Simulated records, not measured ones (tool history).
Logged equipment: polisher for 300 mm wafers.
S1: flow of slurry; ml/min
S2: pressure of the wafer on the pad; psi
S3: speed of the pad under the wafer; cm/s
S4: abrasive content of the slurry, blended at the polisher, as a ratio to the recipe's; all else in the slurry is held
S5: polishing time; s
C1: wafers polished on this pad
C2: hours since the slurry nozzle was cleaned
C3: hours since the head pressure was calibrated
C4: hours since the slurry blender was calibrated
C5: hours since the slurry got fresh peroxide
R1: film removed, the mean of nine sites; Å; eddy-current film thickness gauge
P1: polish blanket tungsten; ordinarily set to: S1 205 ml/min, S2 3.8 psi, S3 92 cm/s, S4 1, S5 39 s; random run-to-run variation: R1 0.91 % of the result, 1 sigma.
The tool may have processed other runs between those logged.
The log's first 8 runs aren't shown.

{"run": 9, "day": 2.788, "S1": 125, "S2": 3.8, "S3": 92, "S4": 1, "S5": 39, "C1": 1006, "C2": 181.5, "C3": 627.6, "C4": 168.7, "C5": 189.9, "R1": 1409}
{"run": 10, "day": 3.15, "S1": 205, "S2": 3.8, "S3": 118, "S4": 1, "S5": 39, "C1": 1106, "C2": 190.2, "C3": 636.3, "C4": 177.4, "C5": 198.6, "R1": 1980.9}
{"run": 11, "day": 3.496, "S1": 205, "S2": 3.8, "S3": 48, "S4": 1.3, "S5": 39, "C1": 1200, "C2": 198.5, "C3": 644.6, "C4": 185.7, "C5": 206.9, "R1": 858.92}
{"run": 12, "day": 3.883, "S1": 205, "S2": 3.8, "S3": 92, "S4": 1, "S5": 21, "C1": 1306, "C2": 207.8, "C3": 653.9, "C4": 195, "C5": 216.2, "R1": 834.71}
{"run": 13, "day": 4.212, "S1": 205, "S2": 2.3, "S3": 92, "S4": 1, "S5": 39, "C1": 1396, "C2": 215.7, "C3": 661.8, "C4": 202.9, "C5": 224.1, "R1": 940.83}
{"run": 14, "day": 4.692, "S1": 205, "S2": 3.8, "S3": 92, "S4": 1, "S5": 39, "C1": 1527, "C2": 227.2, "C3": 673.3, "C4": 214.4, "C5": 235.6, "R1": 1516.6}
{"day": 4.8, "done": "slurry tank refilled with fresh slurry and peroxide"}
{"run": 15, "day": 4.979, "S1": 205, "S2": 3.8, "S3": 42, "S4": 1, "S5": 39, "C1": 1606, "C2": 234.1, "C3": 680.2, "C4": 221.3, "C5": 4.3, "R1": 690.61}
{"day": 5.233, "done": "slurry blender recalibrated"}
{"run": 16, "day": 5.425, "S1": 205, "S2": 3.8, "S3": 92, "S4": 1.4, "S5": 39, "C1": 1728, "C2": 244.8, "C3": 690.9, "C4": 4.7, "C5": 15, "R1": 1660.7}
{"run": 17, "day": 5.871, "S1": 205, "S2": 5.2, "S3": 92, "S4": 1, "S5": 39, "C1": 1850, "C2": 255.5, "C3": 701.6, "C4": 15.4, "C5": 25.7, "R1": 2115.1}
{"run": 18, "day": 6.346, "S1": 205, "S2": 3.8, "S3": 92, "S4": 0.5, "S5": 39, "C1": 1980, "C2": 266.9, "C3": 713, "C4": 26.8, "C5": 37.1, "R1": 1291.4}
{"run": 19, "day": 6.625, "S1": 205, "S2": 3.8, "S3": 92, "S4": 1, "S5": 39, "C1": 2057, "C2": 273.6, "C3": 719.7, "C4": 33.5, "C5": 43.8, "R1": 1533.9}
{"run": 20, "day": 6.975, "S1": 205, "S2": 3.8, "S3": 92, "S4": 1, "S5": 39, "C1": 2152, "C2": 282, "C3": 728.1, "C4": 41.9, "C5": 52.2, "R1": 1529.7}
{"run": 21, "day": 7.412, "S1": 205, "S2": 3.8, "S3": 92, "S4": 1, "S5": 39, "C1": 2272, "C2": 292.5, "C3": 738.6, "C4": 52.4, "C5": 62.7, "R1": 1485.3}
{"run": 22, "day": 7.746, "S1": 205, "S2": 3.8, "S3": 92, "S4": 1, "S5": 39, "C1": 2363, "C2": 300.5, "C3": 746.6, "C4": 60.4, "C5": 70.7, "R1": 1458.5}
{"run": 23, "day": 8.2, "S1": 205, "S2": 3.8, "S3": 92, "S4": 1, "S5": 39, "C1": 2488, "C2": 311.4, "C3": 757.5, "C4": 71.3, "C5": 81.6, "R1": 1450}
{"run": 24, "day": 8.55, "S1": 205, "S2": 3.8, "S3": 92, "S4": 1, "S5": 39, "C1": 2583, "C2": 319.8, "C3": 765.9, "C4": 79.7, "C5": 90, "R1": 1421.5}
{"day": 8.675, "done": "slurry tank refilled with fresh slurry and peroxide"}
{"run": 25, "day": 8.938, "S1": 205, "S2": 3.8, "S3": 92, "S4": 1, "S5": 39, "C1": 2689, "C2": 329.1, "C3": 775.2, "C4": 89, "C5": 6.3, "R1": 1461.8}
{"run": 26, "day": 9.275, "S1": 205, "S2": 3.8, "S3": 92, "S4": 1, "S5": 39, "C1": 2782, "C2": 337.2, "C3": 783.3, "C4": 97.1, "C5": 14.4, "R1": 1420.4}
{"day": 9.317, "done": "slurry blender recalibrated"}
{"day": 9.392, "done": "head pressure recalibrated"}
{"run": 27, "day": 9.554, "S1": 205, "S2": 3.8, "S3": 92, "S4": 1, "S5": 39, "C1": 2858, "C2": 343.9, "C3": 3.9, "C4": 5.7, "C5": 21.1, "R1": 1414.9}

Run 28 comes next. What will it give?
{"run": 28, "day": 9.908, "S1": 205, "S2": 3.8, "S3": 92, "S4": 1, "S5": 39, "C1": 2955, "C2": 352.4, "C3": 12.4, "C4": 14.2, "C5": 29.6, "R1": "?"}

Run 28 measured R1 1424.3 Å.
